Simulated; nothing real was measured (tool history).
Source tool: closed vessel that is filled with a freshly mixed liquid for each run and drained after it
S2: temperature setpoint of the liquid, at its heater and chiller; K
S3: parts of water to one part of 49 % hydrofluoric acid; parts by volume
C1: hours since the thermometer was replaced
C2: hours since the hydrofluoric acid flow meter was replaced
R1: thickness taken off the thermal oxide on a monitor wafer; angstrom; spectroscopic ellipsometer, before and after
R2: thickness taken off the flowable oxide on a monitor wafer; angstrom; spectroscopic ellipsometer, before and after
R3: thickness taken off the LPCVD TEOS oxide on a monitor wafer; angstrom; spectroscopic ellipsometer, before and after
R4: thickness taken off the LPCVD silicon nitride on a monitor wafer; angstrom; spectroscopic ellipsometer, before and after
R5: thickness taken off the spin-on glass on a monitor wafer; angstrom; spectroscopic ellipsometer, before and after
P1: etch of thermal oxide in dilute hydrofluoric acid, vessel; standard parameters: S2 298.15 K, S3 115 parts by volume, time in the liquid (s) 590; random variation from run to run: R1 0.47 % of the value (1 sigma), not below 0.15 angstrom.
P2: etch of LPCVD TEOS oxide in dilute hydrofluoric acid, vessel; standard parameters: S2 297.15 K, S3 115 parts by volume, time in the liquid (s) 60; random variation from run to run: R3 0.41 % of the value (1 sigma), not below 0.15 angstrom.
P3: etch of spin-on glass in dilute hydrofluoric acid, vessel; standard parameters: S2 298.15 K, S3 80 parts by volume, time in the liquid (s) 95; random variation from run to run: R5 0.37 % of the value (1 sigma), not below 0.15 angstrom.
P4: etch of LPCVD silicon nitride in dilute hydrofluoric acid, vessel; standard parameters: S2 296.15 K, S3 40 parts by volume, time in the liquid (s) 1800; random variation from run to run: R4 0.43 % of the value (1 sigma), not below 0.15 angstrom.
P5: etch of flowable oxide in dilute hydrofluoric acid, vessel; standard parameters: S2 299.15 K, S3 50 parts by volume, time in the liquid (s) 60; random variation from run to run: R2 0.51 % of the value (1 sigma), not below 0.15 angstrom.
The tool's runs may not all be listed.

run 1 hour=6.4 | process_that_ran=P1 S2=298.15 S3=115 time_in_the_liquid_(s)=590 | C1=721.3 C2=538.6 | R1=252.580
run 2 hour=14.0 | process_that_ran=P5 S2=299.15 S3=50 time_in_the_liquid_(s)=60 | C1=728.9 C2=546.2 | R2=635.05
run 3 hour=27.2 | process_that_ran=P1 S2=298.15 S3=115 time_in_the_liquid_(s)=590 | C1=742.1 C2=559.4 | R1=255.310
run 4 hour=40.2 | process_that_ran=P1 S2=298.15 S3=205 time_in_the_liquid_(s)=280 | C1=755.1 C2=572.4 | R1=60.922
run 5 hour=53.6 | process_that_ran=P2 S2=303.65 S3=115 time_in_the_liquid_(s)=60 | C1=768.5 C2=585.8 | R3=237.580
run 6 hour=66.3 | process_that_ran=P4 S2=296.15 S3=40 time_in_the_liquid_(s)=1800 | C1=781.2 C2=598.5 | R4=189.380
run 7 hour=75.0 | process_that_ran=P3 S2=306.15 S3=80 time_in_the_liquid_(s)=95 | C1=789.9 C2=607.2 | R5=772.72
run 8 hour=81.3 | process_that_ran=P1 S2=298.15 S3=115 time_in_the_liquid_(s)=285 | C1=796.2 C2=613.5 | R1=121.860
run 9 hour=87.7 | process_that_ran=P2 S2=297.15 S3=115 time_in_the_liquid_(s)=30 | C1=802.6 C2=619.9 | R3=93.505
run 10 hour=101.4 | process_that_ran=P1 S2=298.15 S3=30 time_in_the_liquid_(s)=590 | C1=816.3 C2=633.6 | R1=1088.200
run 11 hour=107.6 | process_that_ran=P3 S2=298.15 S3=80 time_in_the_liquid_(s)=30 | C1=822.5 C2=639.8 | R5=180.21
run 12 hour=121.5 | process_that_ran=P1 S2=298.15 S3=45 time_in_the_liquid_(s)=1035 | C1=836.4 C2=653.7 | R1=1246.900
run 13 hour=134.3 | process_that_ran=P1 S2=298.15 S3=195 time_in_the_liquid_(s)=590 | C1=849.2 C2=666.5 | R1=136.450
run 14 hour=146.7 | process_that_ran=P5 S2=299.15 S3=50 time_in_the_liquid_(s)=100 | C1=861.6 C2=678.9 | R2=1045.20
run 15 hour=152.9 | process_that_ran=P1 S2=306.15 S3=115 time_in_the_liquid_(s)=590 | C1=867.8 C2=685.1 | R1=340.680
run 16 hour=167.0 | process_that_ran=P2 S2=297.15 S3=115 time_in_the_liquid_(s)=60 | C1=881.9 C2=699.2 | R3=184.960
run 17 hour=179.5 | process_that_ran=P3 S2=298.15 S3=80 time_in_the_liquid_(s)=95 | C1=894.4 C2=711.7 | R5=563.74
run 18 hour=191.8 | process_that_ran=P3 S2=298.15 S3=80 time_in_the_liquid_(s)=95 | C1=906.7 C2=724.0 | R5=566.05
run 19 hour=205.0 | process_that_ran=P1 S2=298.15 S3=115 time_in_the_liquid_(s)=590 | C1=919.9 C2=737.2 | R1=253.620
-- hour=211.0 hydrofluoric acid flow meter replaced
run 20 hour=218.4 | process_that_ran=P1 S2=298.15 S3=115 time_in_the_liquid_(s)=965 | C1=933.3 C2=7.4 | R1=409.900
run 21 hour=230.5 | process_that_ran=P2 S2=297.15 S3=35 time_in_the_liquid_(s)=60 | C1=945.4 C2=19.5 | R3=677.280
run 22 hour=242.9 | process_that_ran=P1 S2=298.15 S3=115 time_in_the_liquid_(s)=590 | C1=957.8 C2=31.9 | R1=253.070
run 23 hour=254.2 | process_that_ran=P1 S2=298.15 S3=115 time_in_the_liquid_(s)=590 | C1=969.1 C2=43.2 | R1=252.510
run 24 hour=260.5 | process_that_ran=P1 S2=290.15 S3=115 time_in_the_liquid_(s)=590 | C1=975.4 C2=49.5 | R1=182.410
run 25 hour=273.7 | process_that_ran=P4 S2=296.15 S3=40 time_in_the_liquid_(s)=300 | C1=988.6 C2=62.7 | R4=31.603
run 26 hour=286.9 | process_that_ran=P1 S2=298.15 S3=115 time_in_the_liquid_(s)=590 | C1=1001.8 C2=75.9 | R1=250.640
run 27 hour=299.0 | process_that_ran=P4 S2=296.15 S3=20 time_in_the_liquid_(s)=1800 | C1=1013.9 C2=88.0 | R4=368.640
run 28 hour=309.8 | process_that_ran=P5 S2=299.15 S3=80 time_in_the_liquid_(s)=60 | C1=1024.7 C2=98.8 | R2=379.61
run 29 hour=320.5 | process_that_ran=P4 S2=301.15 S3=40 time_in_the_liquid_(s)=1800 | C1=1035.4 C2=109.5 | R4=265.640
run 30 hour=328.5 | process_that_ran=P1 S2=294.15 S3=115 time_in_the_liquid_(s)=285 | C1=1043.4 C2=117.5 | R1=104.750
run 31 hour=337.1 | process_that_ran=P5 S2=306.65 S3=50 time_in_the_liquid_(s)=60 | C1=1052.0 C2=126.1 | R2=858.92
run 32 hour=347.1 | process_that_ran=P3 S2=298.15 S3=30 time_in_the_liquid_(s)=95 | C1=1062.0 C2=136.1 | R5=1622.60
run 33 hour=356.8 | process_that_ran=P1 S2=298.15 S3=115 time_in_the_liquid_(s)=590 | C1=1071.7 C2=145.8 | R1=252.830
run 34 hour=364.8 | process_that_ran=P1 S2=298.15 S3=115 time_in_the_liquid_(s)=590 | C1=1079.7 C2=153.8 | R1=258.090
run 35 hour=371.9 | process_that_ran=P1 S2=298.15 S3=115 time_in_the_liquid_(s)=590 | C1=1086.8 C2=160.9 | R1=262.160
run 36 hour=385.8 | process_that_ran=P1 S2=298.15 S3=115 time_in_the_liquid_(s)=590 | C1=1100.7 C2=174.8 | R1=265.740
run 37 hour=398.3 | process_that_ran=P1 S2=298.15 S3=115 time_in_the_liquid_(s)=590 | C1=1113.2 C2=187.3 | R1=270.170
run 38 hour=406.2 | process_that_ran=P1 S2=298.15 S3=115 time_in_the_liquid_(s)=590 | C1=1121.1 C2=195.2 | R1=270.900
run 39 hour=412.9 | process_that_ran=P1 S2=298.15 S3=115 time_in_the_liquid_(s)=590 | C1=1127.8 C2=201.9 | R1=270.820
run 40 hour=426.8 | process_that_ran=P1 S2=298.15 S3=115 time_in_the_liquid_(s)=590 | C1=1141.7 C2=215.8 | R1=271.060
run 41 hour=435.8 | process_that_ran=P1 S2=298.15 S3=115 time_in_the_liquid_(s)=590 | C1=1150.7 C2=224.8 | R1=274.310
run 42 hour=443.8 | process_that_ran=P1 S2=298.15 S3=115 time_in_the_liquid_(s)=590 | C1=1158.7 C2=232.8 | R1=274.510
run 43 hour=457.4 | process_that_ran=P1 S2=298.15 S3=115 time_in_the_liquid_(s)=590 | C1=1172.3 C2=246.4 | R1=272.640

P1 has crept away from where it was. The log is fitted equally well by each of these 2 causes, at the sizes shown:
A: hydrofluoric acid flow above the setpoint (%) = 6.94
B: liquid hotter than its thermometer reads (K) = 1.99
Creep in the process output first set in at about hour 356.8.

The check runs listed below each take one wafer, and their results are still question marks. Under which run would the listed causes lead to clearly different results?
run check 1 hour=471.0 | process_that_ran=P3 S2=298.15 S3=80 time_in_the_liquid_(s)=95 | R5=?
run check 2 hour=471.0 | process_that_ran=P4 S2=296.15 S3=40 time_in_the_liquid_(s)=1800 | R4=?
run check 3 hour=471.0 | process_that_ran=P2 S2=297.15 S3=115 time_in_the_liquid_(s)=60 | R3=?
run check 4 hour=471.0 | process_that_ran=P5 S2=299.15 S3=50 time_in_the_liquid_(s)=60 | R2=?

How each check would come out, cause by cause:
check=check_1 result=R5 if_A=610.06 if_B=613.00
check=check_2 result=R4 if_A=202.770 if_B=217.370
check=check_3 result=R3 if_A=200.150 if_B=200.390
check=check_4 result=R2 if_A=679.53 if_B=685.30
Per-check spread between the two closest causes, in the result where they differ most: check 1 0.48 %; check 2 6.95 %; check 3 0.12 %; check 4 0.85 %
The other checks would show nearly matching results whichever cause is true, so check 2 is the only one that separates the causes.

Check 2 has now been run. It gave: R4 218.250 angstrom. Which of the candidate causes is it?

B is the cause: liquid hotter than its thermometer reads (K).
